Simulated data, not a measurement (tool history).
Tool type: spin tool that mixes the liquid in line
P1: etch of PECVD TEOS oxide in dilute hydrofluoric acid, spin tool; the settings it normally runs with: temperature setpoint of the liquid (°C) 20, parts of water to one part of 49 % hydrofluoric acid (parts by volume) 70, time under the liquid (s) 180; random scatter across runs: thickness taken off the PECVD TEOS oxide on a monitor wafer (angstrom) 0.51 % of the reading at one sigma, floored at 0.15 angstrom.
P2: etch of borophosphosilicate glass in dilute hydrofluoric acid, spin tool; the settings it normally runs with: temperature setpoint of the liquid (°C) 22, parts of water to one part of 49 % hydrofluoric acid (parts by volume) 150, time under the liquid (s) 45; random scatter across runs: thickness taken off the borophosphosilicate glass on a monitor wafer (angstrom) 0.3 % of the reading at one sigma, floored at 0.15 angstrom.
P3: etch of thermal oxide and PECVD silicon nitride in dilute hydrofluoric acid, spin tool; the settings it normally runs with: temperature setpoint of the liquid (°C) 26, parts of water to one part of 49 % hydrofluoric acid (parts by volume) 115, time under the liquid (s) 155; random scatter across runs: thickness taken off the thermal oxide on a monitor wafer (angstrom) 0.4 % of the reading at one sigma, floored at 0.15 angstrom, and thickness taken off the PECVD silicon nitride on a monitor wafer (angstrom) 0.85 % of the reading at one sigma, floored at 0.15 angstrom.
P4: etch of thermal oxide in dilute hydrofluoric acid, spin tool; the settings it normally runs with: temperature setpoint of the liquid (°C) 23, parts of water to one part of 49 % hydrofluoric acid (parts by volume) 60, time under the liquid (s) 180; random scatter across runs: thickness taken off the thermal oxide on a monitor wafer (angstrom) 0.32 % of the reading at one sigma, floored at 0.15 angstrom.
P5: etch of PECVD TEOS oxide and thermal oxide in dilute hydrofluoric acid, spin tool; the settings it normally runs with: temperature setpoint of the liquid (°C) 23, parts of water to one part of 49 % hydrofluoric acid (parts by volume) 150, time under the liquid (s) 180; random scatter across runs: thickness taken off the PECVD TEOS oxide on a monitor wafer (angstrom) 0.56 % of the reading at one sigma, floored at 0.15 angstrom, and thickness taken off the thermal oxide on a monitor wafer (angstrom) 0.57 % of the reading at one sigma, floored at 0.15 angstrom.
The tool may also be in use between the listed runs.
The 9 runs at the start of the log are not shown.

run	day	process that ran	temperature setpoint of the liquid (°C)	parts of water to one part of 49 % hydrofluoric acid (parts by volume)	time under the liquid (s)	hours since the thermometer was replaced	hours since the hydrofluoric acid flow meter was replaced	thickness taken off the PECVD TEOS oxide on a monitor wafer (angstrom)	thickness taken off the borophosphosilicate glass on a monitor wafer (angstrom)	thickness taken off the thermal oxide on a monitor wafer (angstrom)	thickness taken off the PECVD silicon nitride on a monitor wafer (angstrom)
10	2.638	P1	20	45	270	1532.6	440.6	824.21			
11	2.971	P5	23	35	180	1540.6	448.6	689.36		263.82	
12	3.288	P1	20	70	180	1548.2	456.2	341.42			
13	3.575	P5	23	150	180	1555.1	463.1	139.12		53.12	
14	3.888	P2	22	150	45	1562.6	470.6		97.131		
15	4.075	P1	25.5	100	180	1567.1	475.1	289.77			
16	4.371	P1	20	25	180	1574.2	482.2	1012.2			
17	4.575	P5	23	150	180	1579.1	487.1	139.94		53.497	
18	4.808	P5	19	150	180	1584.7	492.7	118.84		45.602	
19	5.042	P4	23	20	180	1590.3	498.3			458.86	
20	5.354	P3	26	115	155	1597.8	505.8			67.178	26.59

Run 21 is up next; what results do you expect?
21	5.575	P1	26.5	70	180	1603.1	511.1	?			

Run 21 came out at thickness taken off the PECVD TEOS oxide on a monitor wafer (angstrom) 446.49.
